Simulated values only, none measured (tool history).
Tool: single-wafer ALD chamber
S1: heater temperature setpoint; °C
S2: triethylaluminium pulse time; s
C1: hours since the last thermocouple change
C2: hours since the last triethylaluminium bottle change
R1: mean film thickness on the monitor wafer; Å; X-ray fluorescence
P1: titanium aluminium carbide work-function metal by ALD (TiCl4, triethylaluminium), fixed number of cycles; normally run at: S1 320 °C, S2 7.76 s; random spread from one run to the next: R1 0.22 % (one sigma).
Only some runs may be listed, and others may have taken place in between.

run 1 hour=4.1 | S1=320 S2=7.76 | C1=1113.2 C2=1274.2 | R1=21.198
run 2 hour=6.5 | S1=320 S2=7.76 | C1=1115.6 C2=1276.6 | R1=21.181
run 3 hour=10.3 | S1=298 S2=12.44 | C1=1119.4 C2=1280.4 | R1=20.434
run 4 hour=13.7 | S1=320 S2=7.76 | C1=1122.8 C2=1283.8 | R1=21.198
run 5 hour=17.0 | S1=337 S2=10.47 | C1=1126.1 C2=1287.1 | R1=23.560
run 6 hour=21.6 | S1=341 S2=7.76 | C1=1130.7 C2=1291.7 | R1=23.067
run 7 hour=25.6 | S1=320 S2=7.76 | C1=1134.7 C2=1295.7 | R1=21.093
run 8 hour=28.8 | S1=320 S2=7.76 | C1=1137.9 C2=1298.9 | R1=21.149
run 9 hour=31.8 | S1=300 S2=9.84 | C1=1140.9 C2=1301.9 | R1=20.201
run 10 hour=36.3 | S1=320 S2=3.12 | C1=1145.4 C2=1306.4 | R1=14.909
run 11 hour=41.0 | S1=320 S2=7.76 | C1=1150.1 C2=1311.1 | R1=21.132
run 12 hour=43.4 | S1=320 S2=10.33 | C1=1152.5 C2=1313.5 | R1=22.145
run 13 hour=46.4 | S1=295 S2=7.76 | C1=1155.5 C2=1316.5 | R1=19.006
run 14 hour=49.4 | S1=320 S2=7.76 | C1=1158.5 C2=1319.5 | R1=21.163
run 15 hour=53.6 | S1=320 S2=7.76 | C1=1162.7 C2=1323.7 | R1=21.087
run 16 hour=57.5 | S1=320 S2=7.76 | C1=1166.6 C2=1327.6 | R1=20.960
run 17 hour=59.8 | S1=320 S2=7.76 | C1=1168.9 C2=1329.9 | R1=20.800
run 18 hour=64.0 | S1=320 S2=7.76 | C1=1173.1 C2=1334.1 | R1=20.885
run 19 hour=68.1 | S1=320 S2=7.76 | C1=1177.2 C2=1338.2 | R1=20.803
run 20 hour=72.6 | S1=320 S2=7.76 | C1=1181.7 C2=1342.7 | R1=20.799
run 21 hour=77.0 | S1=320 S2=7.76 | C1=1186.1 C2=1347.1 | R1=20.715
run 22 hour=81.6 | S1=320 S2=7.76 | C1=1190.7 C2=1351.7 | R1=20.695
run 23 hour=84.1 | S1=320 S2=7.76 | C1=1193.2 C2=1354.2 | R1=20.742

The output of P1 has drifted from where it used to be. Each of the 2 causes below, taken at the size shown beside it, accounts for the log equally well:
A: triethylaluminium dose below that of a fresh bottle (%) = 9.36
B: wafer temperature below the value expected at the setpoint (K) = 5.2
The process output started creeping at around hour 53.6.

Consider the 4 single-wafer check runs listed below, results given as question marks: which one distinguishes between the causes by giving clearly different results for each?
run check 1 hour=86.6 | S1=309 S2=7.76 | R1=?
run check 2 hour=86.6 | S1=340 S2=7.76 | R1=?
run check 3 hour=86.6 | S1=320 S2=4.48 | R1=?
run check 4 hour=86.6 | S1=304 S2=7.76 | R1=?

How each check would come out, cause by cause:
check=check_1 result=R1 if_A=19.800 if_B=19.784
check=check_2 result=R1 if_A=22.413 if_B=22.444
check=check_3 result=R1 if_A=17.128 if_B=17.506
check=check_4 result=R1 if_A=19.384 if_B=19.361
Per check, the gap between the least separated pair of causes, taken in the result that splits them most: check 1 0.08 %; check 2 0.14 %; check 3 2.18 %; check 4 0.12 %
Check 3 tells the causes apart: in the others they would give nearly the same result.

Check 3 was then run and gave: R1 17.505 Å. Which cause is it?

The cause is B: wafer temperature below the value expected at the setpoint (K).
